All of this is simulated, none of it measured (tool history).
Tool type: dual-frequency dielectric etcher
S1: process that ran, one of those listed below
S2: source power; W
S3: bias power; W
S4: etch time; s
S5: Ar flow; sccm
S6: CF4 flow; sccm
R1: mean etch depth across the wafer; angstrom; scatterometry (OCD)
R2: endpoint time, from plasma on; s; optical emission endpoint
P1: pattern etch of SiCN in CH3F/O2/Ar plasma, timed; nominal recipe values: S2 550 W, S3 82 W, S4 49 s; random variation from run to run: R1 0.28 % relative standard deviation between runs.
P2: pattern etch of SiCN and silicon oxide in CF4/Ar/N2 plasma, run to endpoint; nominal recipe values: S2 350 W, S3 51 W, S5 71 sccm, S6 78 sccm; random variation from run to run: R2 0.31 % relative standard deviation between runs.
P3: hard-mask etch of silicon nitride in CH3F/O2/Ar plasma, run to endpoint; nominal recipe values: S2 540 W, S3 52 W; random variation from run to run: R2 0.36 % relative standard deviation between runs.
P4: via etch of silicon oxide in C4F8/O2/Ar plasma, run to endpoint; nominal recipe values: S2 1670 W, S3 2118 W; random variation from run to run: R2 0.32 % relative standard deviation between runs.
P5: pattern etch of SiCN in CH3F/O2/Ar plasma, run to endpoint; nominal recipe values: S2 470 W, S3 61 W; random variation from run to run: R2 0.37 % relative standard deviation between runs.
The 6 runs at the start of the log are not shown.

run 7 hour=59.5 | S1=P3 S2=540 S3=52 | R2=76.029
run 8 hour=69.2 | S1=P1 S2=550 S3=82 S4=28 | R1=123.82
run 9 hour=74.9 | S1=P2 S2=350 S3=51 S5=71 S6=78 | R2=25.507
run 10 hour=83.6 | S1=P2 S2=350 S3=51 S5=49 S6=78 | R2=24.418
run 11 hour=88.3 | S1=P2 S2=350 S3=62 S5=71 S6=78 | R2=24.254
run 12 hour=96.8 | S1=P4 S2=1150 S3=2118 | R2=320.370
run 13 hour=106.4 | S1=P5 S2=470 S3=61 | R2=26.763
run 14 hour=114.6 | S1=P5 S2=470 S3=61 | R2=26.956
run 15 hour=121.6 | S1=P1 S2=550 S3=82 S4=49 | R1=216.80
run 16 hour=129.5 | S1=P1 S2=700 S3=54 S4=49 | R1=206.06
run 17 hour=136.7 | S1=P2 S2=350 S3=51 S5=71 S6=95 | R2=24.868
run 18 hour=143.8 | S1=P5 S2=470 S3=86 | R2=23.764
run 19 hour=151.8 | S1=P4 S2=1670 S3=2958 | R2=249.710
run 20 hour=158.7 | S1=P4 S2=1670 S3=2118 | R2=274.610
run 21 hour=163.5 | S1=P4 S2=1670 S3=2118 | R2=275.110
run 22 hour=172.6 | S1=P1 S2=550 S3=101 S4=49 | R1=233.36
-- hour=174.0 bias power generator calibrated
run 23 hour=178.3 | S1=P1 S2=550 S3=82 S4=49 | R1=216.13
run 24 hour=187.7 | S1=P3 S2=540 S3=71 | R2=68.466

Forecast run 25:
run 25 hour=198.4 | S1=P1 S2=550 S3=82 S4=49 | R1=?

R1: 216.48 angstrom
